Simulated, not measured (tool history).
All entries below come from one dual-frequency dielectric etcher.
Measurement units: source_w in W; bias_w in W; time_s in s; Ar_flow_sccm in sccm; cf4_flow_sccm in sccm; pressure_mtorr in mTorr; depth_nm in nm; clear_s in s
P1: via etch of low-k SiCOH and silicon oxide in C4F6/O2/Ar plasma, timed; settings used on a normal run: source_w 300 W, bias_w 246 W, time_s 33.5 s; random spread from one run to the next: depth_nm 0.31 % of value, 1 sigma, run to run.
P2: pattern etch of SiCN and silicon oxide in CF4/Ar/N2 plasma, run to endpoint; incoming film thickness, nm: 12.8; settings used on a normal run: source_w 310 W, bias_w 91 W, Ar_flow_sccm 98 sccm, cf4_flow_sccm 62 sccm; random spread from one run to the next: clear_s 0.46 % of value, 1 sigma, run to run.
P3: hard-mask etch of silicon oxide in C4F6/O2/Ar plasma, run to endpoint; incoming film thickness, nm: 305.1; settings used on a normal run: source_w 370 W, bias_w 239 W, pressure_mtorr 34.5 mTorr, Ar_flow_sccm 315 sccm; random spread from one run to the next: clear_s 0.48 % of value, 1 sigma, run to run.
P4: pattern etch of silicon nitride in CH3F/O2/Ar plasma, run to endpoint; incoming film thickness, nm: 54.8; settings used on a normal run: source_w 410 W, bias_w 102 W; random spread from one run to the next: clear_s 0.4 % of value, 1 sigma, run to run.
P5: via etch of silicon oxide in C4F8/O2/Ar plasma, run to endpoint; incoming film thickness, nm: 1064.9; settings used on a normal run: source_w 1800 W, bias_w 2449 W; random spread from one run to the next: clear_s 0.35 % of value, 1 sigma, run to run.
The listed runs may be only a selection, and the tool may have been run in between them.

| run | day | process | source_w | bias_w | time_s | Ar_flow_sccm | cf4_flow_sccm | pressure_mtorr | hours since the last wet clean | hours since the last source power generator calibration | hours since the last bias power generator calibration | depth_nm | clear_s |
|---|---|---|---|---|---|---|---|---|---|---|---|---|---|
| 1 | 0.162 | P1 | 300 | 246 | 33.5 |  |  |  | 290.9 | 2491.7 | 1944.2 | 77.473 |  |
| 2 | 0.308 | P2 | 310 | 91 |  | 98 | 38 |  | 294.4 | 2495.2 | 1947.7 |  | 20.160 |
| 3 | 0.438 | P1 | 300 | 246 | 21.0 |  |  |  | 297.5 | 2498.3 | 1950.8 | 48.838 |  |
| 4 | 0.679 | P1 | 300 | 146 | 33.5 |  |  |  | 303.3 | 2504.1 | 1956.6 | 65.637 |  |
| 5 | 0.929 | P2 | 310 | 91 |  | 98 | 62 |  | 309.3 | 2510.1 | 1962.6 |  | 18.916 |
| 6 | 1.104 | P5 | 1800 | 2449 |  |  |  |  | 313.5 | 2514.3 | 1966.8 |  | 209.380 |
| 7 | 1.312 | P2 | 310 | 91 |  | 62 | 62 |  | 318.5 | 2519.3 | 1971.8 |  | 17.727 |
| 8 | 1.458 | P4 | 410 | 102 |  |  |  |  | 322.0 | 2522.8 | 1975.3 |  | 71.303 |
| 9 | 1.696 | P3 | 370 | 239 |  | 315 |  | 34.5 | 327.7 | 2528.5 | 1981.0 |  | 93.241 |
| 10 | 1.929 | P1 | 300 | 246 | 33.5 |  |  |  | 333.3 | 2534.1 | 1986.6 | 77.678 |  |
| 11 | 2.204 | P4 | 290 | 102 |  |  |  |  | 339.9 | 2540.7 | 1993.2 |  | 81.145 |
| 12 | 2.392 | P3 | 370 | 239 |  | 447 |  | 34.5 | 344.4 | 2545.2 | 1997.7 |  | 97.509 |
|  | 2.442 | source power generator calibrated |
| 13 | 2.662 | P1 | 300 | 246 | 33.5 |  |  |  | 350.9 | 5.4 | 2004.2 | 77.842 |  |
| 14 | 2.921 | P2 | 310 | 57 |  | 98 | 62 |  | 357.1 | 11.6 | 2010.4 |  | 22.065 |
| 15 | 3.108 | P3 | 460 | 239 |  | 315 |  | 34.5 | 361.6 | 16.1 | 2014.9 |  | 86.347 |
| 16 | 3.338 | P1 | 300 | 246 | 33.5 |  |  |  | 367.1 | 21.6 | 2020.4 | 78.106 |  |
| 17 | 3.567 | P1 | 400 | 246 | 18.5 |  |  |  | 372.6 | 27.1 | 2025.9 | 48.004 |  |
| 18 | 3.712 | P4 | 410 | 102 |  |  |  |  | 376.1 | 30.6 | 2029.4 |  | 71.373 |
| 19 | 3.921 | P5 | 2470 | 2449 |  |  |  |  | 381.1 | 35.6 | 2034.4 |  | 184.310 |
| 20 | 4.188 | P1 | 380 | 246 | 33.5 |  |  |  | 387.5 | 42.0 | 2040.8 | 85.145 |  |
| 21 | 4.379 | P2 | 230 | 91 |  | 98 | 62 |  | 392.1 | 46.6 | 2045.4 |  | 24.354 |
| 22 | 4.567 | P1 | 300 | 246 | 42.5 |  |  |  | 396.6 | 51.1 | 2049.9 | 98.565 |  |
| 23 | 4.783 | P1 | 300 | 310 | 33.5 |  |  |  | 401.8 | 56.3 | 2055.1 | 83.926 |  |
| 24 | 4.908 | P3 | 370 | 187 |  | 315 |  | 34.5 | 404.8 | 59.3 | 2058.1 |  | 101.480 |
| 25 | 5.062 | P5 | 1800 | 3174 |  |  |  |  | 408.5 | 63.0 | 2061.8 |  | 192.880 |
| 26 | 5.308 | P3 | 370 | 239 |  | 315 |  | 43.5 | 414.4 | 68.9 | 2067.7 |  | 96.424 |
| 27 | 5.462 | P5 | 1800 | 2449 |  |  |  |  | 418.1 | 72.6 | 2071.4 |  | 208.380 |
| 28 | 5.604 | P1 | 300 | 246 | 33.5 |  |  |  | 421.5 | 76.0 | 2074.8 | 77.569 |  |
| 29 | 5.796 | P1 | 240 | 246 | 33.5 |  |  |  | 426.1 | 80.6 | 2079.4 | 71.286 |  |
| 30 | 5.938 | P4 | 410 | 67 |  |  |  |  | 429.5 | 84.0 | 2082.8 |  | 83.263 |
| 31 | 6.067 | P1 | 300 | 246 | 33.5 |  |  |  | 432.6 | 87.1 | 2085.9 | 77.422 |  |
| 32 | 6.338 | P1 | 300 | 246 | 33.5 |  |  |  | 439.1 | 93.6 | 2092.4 | 77.298 |  |
| 33 | 6.592 | P1 | 300 | 246 | 33.5 |  |  |  | 445.2 | 99.7 | 2098.5 | 76.867 |  |
| 34 | 6.858 | P1 | 300 | 246 | 33.5 |  |  |  | 451.6 | 106.1 | 2104.9 | 77.082 |  |
| 35 | 7.142 | P1 | 300 | 246 | 33.5 |  |  |  | 458.4 | 112.9 | 2111.7 | 76.493 |  |
|  | 7.175 | wet clean of the chamber |
| 36 | 7.267 | P1 | 300 | 246 | 33.5 |  |  |  | 2.2 | 115.9 | 2114.7 | 77.037 |  |
| 37 | 7.504 | P1 | 300 | 246 | 33.5 |  |  |  | 7.9 | 121.6 | 2120.4 | 76.582 |  |
| 38 | 7.671 | P1 | 300 | 246 | 33.5 |  |  |  | 11.9 | 125.6 | 2124.4 | 76.706 |  |
| 39 | 7.871 | P1 | 300 | 246 | 33.5 |  |  |  | 16.7 | 130.4 | 2129.2 | 76.361 |  |
| 40 | 8.150 | P1 | 300 | 246 | 33.5 |  |  |  | 23.4 | 137.1 | 2135.9 | 76.219 |  |
| 41 | 8.338 | P1 | 300 | 246 | 33.5 |  |  |  | 27.9 | 141.6 | 2140.4 | 76.322 |  |

What P1 gives has crept away from where it was. These 2 causes fit the log equally well, each at the size given:
A: source power that arrives under what is set, % = 3.97
B: bias power that arrives under what is set, % = 4.41
The creep began at about day 6.067.
Each remaining cause and why it is not a fit:
chamber walls in a state that lowers the etch rate, %: serviced after onset, at day 7.175, with no recovery of the prior output

Which of the check runs below tells the causes apart, meaning the causes would give it clearly different results? Each run uses 3 wafers whose results are averaged, and each result is shown as a question mark.
| check 1 | 8.525 | P2 | 310 | 72 |  | 70 | 62 |  |  |  |  |  | ? |
| check 2 | 8.525 | P4 | 320 | 86 |  |  |  |  |  |  |  |  | ? |
| check 3 | 8.525 | P3 | 370 | 239 |  | 436 |  | 34.5 |  |  |  |  | ? |
| check 4 | 8.525 | P5 | 2080 | 2967 |  |  |  |  |  |  |  |  | ? |

If the cause were each of the candidates in turn, the checks would give the following:
| check | result | if A | if B |
|---|---|---|---|
| check 1 | clear_s | 20.230 | 19.815 |
| check 2 | clear_s | 84.692 | 84.786 |
| check 3 | clear_s | 98.887 | 98.849 |
| check 4 | clear_s | 189.060 | 188.700 |
Per check, the gap between the least separated pair of causes, taken in the result that splits them most: check 1 2.07 %; check 2 0.11 %; check 3 0.04 %; check 4 0.19 %
Of the check runs offered, only check 1 discriminates between the causes; the rest would read about the same regardless of which cause applies.

The results of check 1 are: clear_s 19.856 s. Based on these, which of the listed causes is it?

The cause is B: bias power that arrives under what is set, %.
